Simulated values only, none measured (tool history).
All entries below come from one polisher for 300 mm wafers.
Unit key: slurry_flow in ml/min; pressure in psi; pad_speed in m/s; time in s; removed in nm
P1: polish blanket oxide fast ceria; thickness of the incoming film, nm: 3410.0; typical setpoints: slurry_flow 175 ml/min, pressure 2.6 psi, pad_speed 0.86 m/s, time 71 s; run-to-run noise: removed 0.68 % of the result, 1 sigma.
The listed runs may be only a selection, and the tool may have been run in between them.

Run 1, day 0.179: slurry_flow 175 ml/min, pressure 2.6 psi, pad_speed 0.86 m/s, time 71 s. Result: removed 808.76 nm.
Run 2, day 0.4: slurry_flow 130 ml/min, pressure 2.6 psi, pad_speed 0.86 m/s, time 71 s. Result: removed 762.29 nm.
Run 3, day 0.683: slurry_flow 175 ml/min, pressure 1.2 psi, pad_speed 0.86 m/s, time 71 s. Result: removed 368.77 nm.
At day 0.854: head pressure recalibrated.
Run 4, day 0.962: slurry_flow 125 ml/min, pressure 2.6 psi, pad_speed 0.86 m/s, time 52 s. Result: removed 555.65 nm.
Run 5, day 1.138: slurry_flow 175 ml/min, pressure 2.6 psi, pad_speed 0.86 m/s, time 102 s. Result: removed 1165.3 nm.
Run 6, day 1.304: slurry_flow 175 ml/min, pressure 4.1 psi, pad_speed 0.86 m/s, time 71 s. Result: removed 1290.2 nm.
Run 7, day 1.467: slurry_flow 175 ml/min, pressure 2.6 psi, pad_speed 0.86 m/s, time 71 s. Result: removed 805.14 nm.
Run 8, day 1.667: slurry_flow 175 ml/min, pressure 2.6 psi, pad_speed 0.86 m/s, time 71 s. Result: removed 798.66 nm.
Run 9, day 1.904: slurry_flow 175 ml/min, pressure 2.6 psi, pad_speed 0.86 m/s, time 71 s. Result: removed 806.25 nm.
Run 10, day 2.171: slurry_flow 175 ml/min, pressure 3.8 psi, pad_speed 0.86 m/s, time 35 s. Result: removed 575.01 nm.
Run 11, day 2.333: slurry_flow 175 ml/min, pressure 2.6 psi, pad_speed 0.62 m/s, time 71 s. Result: removed 574.36 nm.
Run 12, day 2.579: slurry_flow 175 ml/min, pressure 2.6 psi, pad_speed 1.32 m/s, time 71 s. Result: removed 1234.8 nm.
Run 13, day 2.821: slurry_flow 175 ml/min, pressure 2.6 psi, pad_speed 0.86 m/s, time 49 s. Result: removed 547.6 nm.

Estimate the outcome of run 14 from the log above:
Run 14, day 3.062: slurry_flow 175 ml/min, pressure 2.6 psi, pad_speed 0.86 m/s, time 71 s. Result: removed ?.

Run 14 came out at removed 800.85 nm.

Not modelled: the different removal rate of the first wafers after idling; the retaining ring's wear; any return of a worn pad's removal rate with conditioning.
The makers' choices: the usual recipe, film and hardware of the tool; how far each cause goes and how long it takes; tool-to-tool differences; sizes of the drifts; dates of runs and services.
